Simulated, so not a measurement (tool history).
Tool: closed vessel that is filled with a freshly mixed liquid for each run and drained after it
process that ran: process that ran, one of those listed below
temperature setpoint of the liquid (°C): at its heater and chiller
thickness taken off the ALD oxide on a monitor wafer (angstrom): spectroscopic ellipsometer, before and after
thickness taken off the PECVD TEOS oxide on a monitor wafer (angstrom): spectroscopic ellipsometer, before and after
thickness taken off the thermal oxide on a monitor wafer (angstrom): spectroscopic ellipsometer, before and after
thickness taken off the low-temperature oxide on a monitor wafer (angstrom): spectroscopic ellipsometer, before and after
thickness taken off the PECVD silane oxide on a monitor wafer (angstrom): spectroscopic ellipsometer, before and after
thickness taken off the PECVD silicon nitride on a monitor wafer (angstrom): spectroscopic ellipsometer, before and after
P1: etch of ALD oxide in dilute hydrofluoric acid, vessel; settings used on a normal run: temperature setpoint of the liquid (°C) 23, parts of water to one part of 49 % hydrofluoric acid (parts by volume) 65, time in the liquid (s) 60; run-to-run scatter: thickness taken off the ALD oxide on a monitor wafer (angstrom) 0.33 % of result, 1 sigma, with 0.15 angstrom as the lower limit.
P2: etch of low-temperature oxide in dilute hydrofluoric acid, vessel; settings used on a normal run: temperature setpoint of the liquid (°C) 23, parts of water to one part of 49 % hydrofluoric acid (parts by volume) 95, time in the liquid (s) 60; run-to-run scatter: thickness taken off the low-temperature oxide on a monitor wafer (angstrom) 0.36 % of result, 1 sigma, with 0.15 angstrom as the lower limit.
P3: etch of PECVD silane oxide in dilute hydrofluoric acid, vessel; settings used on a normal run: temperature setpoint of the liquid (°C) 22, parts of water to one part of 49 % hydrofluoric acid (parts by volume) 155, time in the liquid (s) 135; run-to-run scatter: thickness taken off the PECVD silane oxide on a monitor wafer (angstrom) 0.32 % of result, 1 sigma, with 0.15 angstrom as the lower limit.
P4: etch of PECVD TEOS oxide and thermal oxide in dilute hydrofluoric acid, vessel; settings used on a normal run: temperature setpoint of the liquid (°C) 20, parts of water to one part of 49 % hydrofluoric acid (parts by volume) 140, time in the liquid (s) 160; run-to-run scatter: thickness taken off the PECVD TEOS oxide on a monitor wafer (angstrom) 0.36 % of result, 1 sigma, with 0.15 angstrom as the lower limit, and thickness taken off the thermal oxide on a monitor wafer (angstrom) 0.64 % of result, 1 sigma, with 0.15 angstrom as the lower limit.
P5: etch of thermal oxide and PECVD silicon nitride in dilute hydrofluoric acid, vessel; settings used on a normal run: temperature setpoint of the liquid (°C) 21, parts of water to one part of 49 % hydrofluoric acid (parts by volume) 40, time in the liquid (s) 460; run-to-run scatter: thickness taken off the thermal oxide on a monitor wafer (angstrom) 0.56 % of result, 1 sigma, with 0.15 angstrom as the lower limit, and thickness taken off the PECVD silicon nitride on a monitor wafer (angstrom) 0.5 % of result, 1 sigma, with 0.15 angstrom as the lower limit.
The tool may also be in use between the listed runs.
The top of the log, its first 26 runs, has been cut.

| run | hour | process that ran | temperature setpoint of the liquid (°C) | parts of water to one part of 49 % hydrofluoric acid (parts by volume) | time in the liquid (s) | hours since the thermometer was replaced | hours since the hydrofluoric acid flow meter was replaced | thickness taken off the ALD oxide on a monitor wafer (angstrom) | thickness taken off the PECVD TEOS oxide on a monitor wafer (angstrom) | thickness taken off the thermal oxide on a monitor wafer (angstrom) | thickness taken off the low-temperature oxide on a monitor wafer (angstrom) | thickness taken off the PECVD silane oxide on a monitor wafer (angstrom) | thickness taken off the PECVD silicon nitride on a monitor wafer (angstrom) |
|---|---|---|---|---|---|---|---|---|---|---|---|---|---|
| 27 | 165.5 | P2 | 23 | 95 | 30 | 483.4 | 531.3 |  |  |  | 44.955 |  |  |
| 28 | 173.1 | P4 | 20 | 55 | 160 | 491 | 538.9 |  | 358.44 | 117.37 |  |  |  |
| 29 | 181.4 | P3 | 22 | 155 | 135 | 499.3 | 547.2 |  |  |  |  | 331.36 |  |
| 30 | 185.3 | P2 | 30 | 95 | 60 | 503.2 | 551.1 |  |  |  | 118.99 |  |  |
| 31 | 189.9 | P4 | 20 | 140 | 160 | 507.8 | 555.7 |  | 127.57 | 42.6 |  |  |  |
| 32 | 195.3 | P1 | 23 | 65 | 60 | 513.2 | 561.1 | 117.83 |  |  |  |  |  |
| 33 | 202.2 | P5 | 29 | 40 | 460 | 520.1 | 568 |  |  | 740.13 |  |  | 267.88 |
| 34 | 210.7 | P5 | 21 | 75 | 460 | 528.6 | 576.5 |  |  | 271.3 |  |  | 84.896 |
| 35 | 215.5 | P1 | 23 | 65 | 60 | 533.4 | 581.3 | 117.92 |  |  |  |  |  |
| 36 | 220.9 | P1 | 23 | 65 | 60 | 538.8 | 586.7 | 119.39 |  |  |  |  |  |
| 37 | 228.4 | P1 | 23 | 65 | 60 | 546.3 | 594.2 | 121.15 |  |  |  |  |  |

The next listed run, before its measurement:
| 38 | 235.4 | P1 | 23 | 65 | 60 | 553.3 | 601.2 | ? |  |  |  |  |  |

thickness taken off the ALD oxide on a monitor wafer (angstrom): 123.02
